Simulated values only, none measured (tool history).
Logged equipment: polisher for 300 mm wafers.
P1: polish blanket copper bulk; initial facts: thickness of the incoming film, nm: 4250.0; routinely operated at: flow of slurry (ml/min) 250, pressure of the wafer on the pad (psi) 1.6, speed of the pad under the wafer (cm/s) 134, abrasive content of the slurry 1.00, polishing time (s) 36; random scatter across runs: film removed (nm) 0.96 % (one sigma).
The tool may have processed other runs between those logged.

run	hour	flow of slurry (ml/min)	pressure of the wafer on the pad (psi)	speed of the pad under the wafer (cm/s)	abrasive content of the slurry	polishing time (s)	film removed (nm)
1	6.7	250	1.6	134	1.00	36	246.16
2	18.2	250	1.6	194	1.00	36	356.82
3	29.0	155	1.6	134	1.00	19	119.73
4	36.7	250	1.6	134	1.00	36	241.22
5	44.4	250	0.9	134	1.00	36	138.60
6	51.4	150	1.6	134	1.00	36	228.90
# hour 58.8: head pressure recalibrated
7	62.1	250	2.6	134	1.00	36	399.56
8	76.3	250	1.6	134	0.80	36	233.70
9	86.6	250	1.6	134	1.00	21	143.46
10	94.5	325	1.6	134	1.00	36	251.46
11	102.6	250	1.6	134	1.00	36	247.07
12	109.0	250	1.6	134	1.45	36	262.73
13	121.4	250	1.6	64	1.00	36	118.37
14	134.2	250	1.6	134	1.00	36	245.19
15	142.5	250	1.6	134	1.00	57	389.20
16	152.6	250	1.6	134	1.00	36	245.09
17	166.0	250	1.6	134	1.00	36	245.33
18	174.9	250	1.6	134	1.00	36	246.07
19	183.1	250	1.6	134	1.00	36	240.91
20	193.1	250	1.6	134	1.00	36	232.81
21	204.0	250	1.6	134	1.00	36	233.50
# hour 208.6: head pressure recalibrated
22	217.7	250	1.6	134	1.00	36	231.65
# hour 220.7: slurry blender recalibrated
23	224.8	250	1.6	134	1.00	36	230.70
24	231.4	250	1.6	134	1.00	36	229.07

The next listed run, before its measurement:
25	245.5	250	1.6	134	1.00	36	?

For run 25 the tool returned film removed (nm) 229.82.
